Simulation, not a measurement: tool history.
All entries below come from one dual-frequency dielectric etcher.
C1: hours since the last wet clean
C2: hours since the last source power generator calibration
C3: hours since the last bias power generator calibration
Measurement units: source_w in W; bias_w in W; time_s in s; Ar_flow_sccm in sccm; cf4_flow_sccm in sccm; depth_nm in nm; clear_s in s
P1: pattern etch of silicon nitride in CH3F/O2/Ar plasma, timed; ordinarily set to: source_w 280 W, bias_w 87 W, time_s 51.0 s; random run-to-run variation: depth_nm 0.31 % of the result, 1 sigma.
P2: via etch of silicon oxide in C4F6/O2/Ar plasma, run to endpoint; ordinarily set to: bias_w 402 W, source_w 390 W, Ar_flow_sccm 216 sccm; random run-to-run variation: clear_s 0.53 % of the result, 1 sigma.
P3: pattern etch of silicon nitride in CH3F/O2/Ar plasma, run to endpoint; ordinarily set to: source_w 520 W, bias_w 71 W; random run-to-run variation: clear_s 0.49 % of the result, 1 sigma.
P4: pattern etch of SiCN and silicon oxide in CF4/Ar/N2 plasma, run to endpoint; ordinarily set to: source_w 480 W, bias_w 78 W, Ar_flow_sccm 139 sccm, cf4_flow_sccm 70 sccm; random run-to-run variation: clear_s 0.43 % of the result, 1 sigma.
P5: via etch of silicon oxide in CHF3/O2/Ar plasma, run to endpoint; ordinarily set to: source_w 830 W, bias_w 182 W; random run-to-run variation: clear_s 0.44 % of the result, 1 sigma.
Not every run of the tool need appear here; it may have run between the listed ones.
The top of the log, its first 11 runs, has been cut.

run 12 hour=94.9 | process=P3 source_w=700 bias_w=71 | C1=309.3 C2=1064.8 C3=1575.6 | clear_s=41.002
run 13 hour=105.2 | process=P1 source_w=280 bias_w=87 time_s=29.5 | C1=319.6 C2=1075.1 C3=1585.9 | depth_nm=19.034
run 14 hour=110.2 | process=P2 source_w=390 bias_w=402 Ar_flow_sccm=127 | C1=324.6 C2=1080.1 C3=1590.9 | clear_s=22.299
run 15 hour=120.3 | process=P1 source_w=280 bias_w=87 time_s=51.0 | C1=334.7 C2=1090.2 C3=1601.0 | depth_nm=32.894
run 16 hour=129.6 | process=P4 source_w=480 bias_w=78 Ar_flow_sccm=139 cf4_flow_sccm=56 | C1=344.0 C2=1099.5 C3=1610.3 | clear_s=20.251
run 17 hour=140.4 | process=P4 source_w=290 bias_w=78 Ar_flow_sccm=139 cf4_flow_sccm=70 | C1=354.8 C2=1110.3 C3=1621.1 | clear_s=30.022
run 18 hour=150.0 | process=P5 source_w=830 bias_w=182 | C1=364.4 C2=1119.9 C3=1630.7 | clear_s=261.660
run 19 hour=158.0 | process=P4 source_w=480 bias_w=78 Ar_flow_sccm=139 cf4_flow_sccm=70 | C1=372.4 C2=1127.9 C3=1638.7 | clear_s=19.480
run 20 hour=164.5 | process=P1 source_w=280 bias_w=87 time_s=51.0 | C1=378.9 C2=1134.4 C3=1645.2 | depth_nm=32.883
-- hour=172.5 wet clean of the chamber
run 21 hour=174.4 | process=P4 source_w=480 bias_w=53 Ar_flow_sccm=139 cf4_flow_sccm=70 | C1=1.9 C2=1144.3 C3=1655.1 | clear_s=22.389
run 22 hour=182.3 | process=P2 source_w=390 bias_w=402 Ar_flow_sccm=216 | C1=9.8 C2=1152.2 C3=1663.0 | clear_s=23.522
run 23 hour=192.0 | process=P1 source_w=190 bias_w=87 time_s=51.0 | C1=19.5 C2=1161.9 C3=1672.7 | depth_nm=28.514
run 24 hour=200.5 | process=P2 source_w=390 bias_w=494 Ar_flow_sccm=216 | C1=28.0 C2=1170.4 C3=1681.2 | clear_s=21.760
run 25 hour=207.1 | process=P1 source_w=280 bias_w=87 time_s=51.0 | C1=34.6 C2=1177.0 C3=1687.8 | depth_nm=33.005
run 26 hour=217.7 | process=P5 source_w=830 bias_w=244 | C1=45.2 C2=1187.6 C3=1698.4 | clear_s=237.820
run 27 hour=223.1 | process=P1 source_w=280 bias_w=87 time_s=62.5 | C1=50.6 C2=1193.0 C3=1703.8 | depth_nm=40.377
run 28 hour=233.5 | process=P1 source_w=280 bias_w=87 time_s=51.0 | C1=61.0 C2=1203.4 C3=1714.2 | depth_nm=32.859
run 29 hour=243.7 | process=P1 source_w=280 bias_w=87 time_s=51.0 | C1=71.2 C2=1213.6 C3=1724.4 | depth_nm=32.924
run 30 hour=253.4 | process=P1 source_w=280 bias_w=87 time_s=51.0 | C1=80.9 C2=1223.3 C3=1734.1 | depth_nm=33.356
-- hour=256.1 wet clean of the chamber
run 31 hour=259.8 | process=P1 source_w=280 bias_w=87 time_s=51.0 | C1=3.7 C2=1229.7 C3=1740.5 | depth_nm=33.382
run 32 hour=265.7 | process=P1 source_w=280 bias_w=87 time_s=51.0 | C1=9.6 C2=1235.6 C3=1746.4 | depth_nm=33.369
run 33 hour=274.9 | process=P1 source_w=280 bias_w=87 time_s=51.0 | C1=18.8 C2=1244.8 C3=1755.6 | depth_nm=33.361

Forecast run 34:
run 34 hour=283.7 | process=P1 source_w=280 bias_w=87 time_s=51.0 | C1=27.6 C2=1253.6 C3=1764.4 | depth_nm=?

depth_nm: 33.281 nm
